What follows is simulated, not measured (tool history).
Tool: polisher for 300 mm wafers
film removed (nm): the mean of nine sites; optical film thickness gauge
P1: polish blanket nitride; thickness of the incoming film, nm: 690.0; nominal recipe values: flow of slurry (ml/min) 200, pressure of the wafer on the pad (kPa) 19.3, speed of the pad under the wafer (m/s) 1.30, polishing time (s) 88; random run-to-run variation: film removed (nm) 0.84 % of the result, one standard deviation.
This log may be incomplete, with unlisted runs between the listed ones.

run	hour	flow of slurry (ml/min)	pressure of the wafer on the pad (kPa)	speed of the pad under the wafer (m/s)	polishing time (s)	wafers polished on this pad	hours since the slurry nozzle was cleaned	hours since the head pressure was calibrated	film removed (nm)
1	10.4	200	19.3	1.30	88	471	193.4	481.2	180.410
2	16.9	200	19.3	2.04	88	546	199.9	487.7	260.570
3	27.7	200	9.0	1.30	88	669	210.7	498.5	82.934
4	34.9	200	19.3	0.66	88	751	217.9	505.7	105.530
5	45.8	145	19.3	1.86	88	876	228.8	516.6	229.750
6	57.9	120	19.3	1.30	88	1014	240.9	528.7	163.840
7	65.7	200	30.3	1.30	88	1104	248.7	536.5	282.640
8	73.2	200	19.3	1.30	88	1189	256.2	544.0	178.440
9	82.8	200	19.3	1.30	88	1299	265.8	553.6	176.750
10	95.1	200	10.3	1.96	88	1440	278.1	565.9	135.070
11	106.3	200	19.3	1.30	88	1568	289.3	577.1	180.110
12	113.4	200	19.3	1.30	88	1649	296.4	584.2	180.850
13	120.6	255	19.3	1.30	88	1731	303.6	591.4	182.240
14	128.2	200	19.3	1.30	55	1818	311.2	599.0	113.740
15	139.4	200	19.3	1.30	139	1946	322.4	610.2	284.460
16	147.9	200	19.3	2.02	129	2044	330.9	618.7	375.140

Expected results for the next run?
17	155.4	200	19.3	1.30	88	2129	338.4	626.2	?

film removed (nm): 178.930
